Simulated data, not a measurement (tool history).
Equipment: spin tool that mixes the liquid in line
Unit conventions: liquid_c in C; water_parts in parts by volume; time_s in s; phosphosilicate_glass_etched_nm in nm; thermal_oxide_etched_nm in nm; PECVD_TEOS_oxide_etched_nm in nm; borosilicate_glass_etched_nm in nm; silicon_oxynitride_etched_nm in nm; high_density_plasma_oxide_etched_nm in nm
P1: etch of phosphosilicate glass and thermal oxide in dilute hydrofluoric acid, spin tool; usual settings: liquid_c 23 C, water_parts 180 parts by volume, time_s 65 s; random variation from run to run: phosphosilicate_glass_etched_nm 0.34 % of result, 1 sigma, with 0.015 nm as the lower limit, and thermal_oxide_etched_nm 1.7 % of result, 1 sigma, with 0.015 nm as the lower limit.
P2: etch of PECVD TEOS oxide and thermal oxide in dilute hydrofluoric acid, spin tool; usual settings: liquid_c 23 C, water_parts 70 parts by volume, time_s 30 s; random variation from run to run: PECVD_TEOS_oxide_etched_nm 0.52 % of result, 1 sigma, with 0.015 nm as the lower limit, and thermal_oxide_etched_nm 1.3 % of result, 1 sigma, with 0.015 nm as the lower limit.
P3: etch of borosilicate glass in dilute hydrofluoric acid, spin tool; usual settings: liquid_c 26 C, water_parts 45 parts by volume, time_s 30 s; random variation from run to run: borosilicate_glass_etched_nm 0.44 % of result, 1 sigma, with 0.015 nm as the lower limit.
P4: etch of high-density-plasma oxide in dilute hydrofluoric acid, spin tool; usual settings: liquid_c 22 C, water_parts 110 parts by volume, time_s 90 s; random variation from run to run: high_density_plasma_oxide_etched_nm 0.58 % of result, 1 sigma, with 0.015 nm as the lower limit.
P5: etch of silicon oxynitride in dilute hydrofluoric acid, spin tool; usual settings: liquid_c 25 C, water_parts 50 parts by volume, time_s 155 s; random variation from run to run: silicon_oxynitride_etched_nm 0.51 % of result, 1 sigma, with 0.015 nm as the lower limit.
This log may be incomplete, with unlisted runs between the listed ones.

run    day  process  liquid_c  water_parts  time_s  hours since the thermometer was replaced  hours since the hydrofluoric acid flow meter was replaced  phosphosilicate_glass_etched_nm  thermal_oxide_etched_nm  PECVD_TEOS_oxide_etched_nm  borosilicate_glass_etched_nm  silicon_oxynitride_etched_nm  high_density_plasma_oxide_etched_nm
  1   0.15       P1        23          180      65                                    1254.4                                                        270                           43.289                    1.551
  2  0.392       P2      29.5           70      30                                    1260.2                                                      275.8                                                    2.4132                      9.3677
  3   0.55       P2        23          115      30                                      1264                                                      279.6                                                     1.051                      4.1869
  4  0.696       P1        28           50      65                                    1267.5                                                      283.1                           221.91                    8.192
  5  0.858       P3      33.5           45      30                                    1271.4                                                        287                                                                                                              33.795
  6  1.038       P1        23           55      65                                    1275.7                                                      291.3                           163.43                    5.668
  7  1.271       P1        23          180      65                                    1281.3                                                      296.9                           43.144                   1.5232
  8  1.512       P1        17          270      65                                    1287.1                                                      302.7                           21.045                  0.73989
  9  1.692       P2        23           70      15                                    1291.4                                                        307                                                   0.97317                      3.5872
 10  1.938       P1        23          180      65                                    1297.3                                                      312.9                           43.144                   1.5275
 11  2.062       P1        29          180      65                                    1300.3                                                      315.9                           53.693                   1.9338
 12  2.271       P5        25           50     155                                    1305.3                                                      320.9                                                                                                                                            16.091
 13  2.404       P5        25           50     305                                    1308.5                                                      324.1                                                                                                                                            31.774
 14  2.588       P5        25           25     155                                    1312.9                                                      328.5                                                                                                                                            32.286
 15  2.792       P2        23           70      30                                    1317.8                                                      333.4                                                    1.8735                      7.3165
 16  2.958       P3        26           45      60                                    1321.8                                                      337.4                                                                                                              50.296
 17  3.154       P1        23          180      20                                    1326.5                                                      342.1                           13.288                  0.45864
 18  3.346       P3        26           65      30                                    1331.1                                                      346.7                                                                                                              16.987
 19  3.554       P5        25           50     155                                    1336.1                                                      351.7                                                                                                                                            15.843
 20  3.733       P1        17          260      65                                    1340.4                                                        356                           21.928                  0.77643
 21  3.979       P1        23          180      65                                    1346.3                                                      361.9                           43.334                   1.5277
 22  4.212       P4        22          200      90                                    1351.9                                                      367.5                                                                                                                                                                                 2.3346
 23  4.471       P3        26           45      30                                    1358.1                                                      373.7                                                                                                              25.173
 24  4.729       P4      28.5          110      90                                    1364.3                                                      379.9                                                                                                                                                                                 6.0652
 25  4.875       P1        23          180      65                                    1367.8                                                      383.4                            42.99                   1.5512
 26  5.112       P1        23          180     130                                    1373.5                                                      389.1                             86.7                   3.0756
 27   5.35       P1        17          180      65                                    1379.2                                                      394.8                           34.155                   1.2008
 28  5.562       P2        23           70      30                                    1384.3                                                      399.9                                                    1.8997                      7.2245
 29  5.696       P4        22          110     180                                    1387.5                                                      403.1                                                                                                                                                                                 9.4026
 30  5.854       P5        31           50     155                                    1391.3                                                      406.9                                                                                                                                            21.105
 31  5.992       P3        26           45      30                                    1394.6                                                      410.2                                                                                                              25.226
 32  6.196       P4        22          110      90                                    1399.5                                                      415.1                                                                                                                                                                                 4.8081
 33  6.458       P1        23          180      65                                    1405.8                                                      421.4                           43.175                   1.5784
 34  6.592       P1        23          330      65                                      1409                                                      424.6                           20.467                  0.72724
 35  6.725       P1        23          180      65                                    1412.2                                                      427.8                           43.212                   1.5628
 36  6.854       P1        23          180      65                                    1415.3                                                      430.9                           43.333                   1.5289
 37  7.121       P1        23          180      65                                    1421.7                                                      437.3                           44.534                   1.5796
 38  7.396       P1        23          180      65                                    1428.3                                                      443.9                            45.74                   1.6162
 39  7.608       P1        23          180      65                                    1433.4                                                        449                           45.833                    1.676
 40  7.825       P1        23          180      65                                    1438.6                                                      454.2                           46.807                   1.6719
 41  8.088       P1        23          180      65                                    1444.9                                                      460.5                           46.644                   1.6373
 42  8.308       P1        23          180      65                                    1450.2                                                      465.8                           46.819                   1.6785
 43  8.475       P1        23          180      65                                    1454.2                                                      469.8                           46.781                   1.6983
 44  8.638       P1        23          180      65                                    1458.1                                                      473.7                            47.22                   1.6755
 45  8.867       P1        23          180      65                                    1463.6                                                      479.2                            46.69                   1.6813

Something has made what P1 gives creep away from where it was; the 2 causes below, each at its own stated size, fit the log equally well:
A: liquid hotter than its thermometer reads (K) = 2.2
B: hydrofluoric acid flow above the setpoint (%) = 7.15
Onset of the creep was near day 6.854.

Listed below are the offered check runs, one wafer per run, with question marks in place of results. For which of them would the causes give clearly different outcomes?
check 1  9.096       P5        25           35     265                                                                                                                                                                                                                                                      ?
check 2  9.096       P2        23          100      30                                                                                                                                                              ?                           ?
check 3  9.096       P3      32.5           45      30                                                                                                                                                                                                                        ?
check 4  9.096       P4        22          195     130                                                                                                                                                                                                                                                                                           ?

Check results expected under each cause:
  check                               result    if A    if B
check 1         silicon_oxynitride_etched_nm  44.081  42.528
check 2              thermal_oxide_etched_nm  1.3979  1.3839
check 2           PECVD_TEOS_oxide_etched_nm  5.3328  5.2797
check 3         borosilicate_glass_etched_nm  35.388  35.023
check 4  high_density_plasma_oxide_etched_nm  3.8208  3.8216
How far apart the two closest causes lie, in the result that separates them most: check 1 3.59 %; check 2 1 %; check 3 1.04 %; check 4 0.02 %
Of the check runs offered, only check 1 discriminates between the causes; the rest would read about the same regardless of which cause applies.

Check 1 has now been run. It gave: silicon_oxynitride_etched_nm 42.333 nm. Which of the candidate causes is it?

It is B: hydrofluoric acid flow above the setpoint (%).
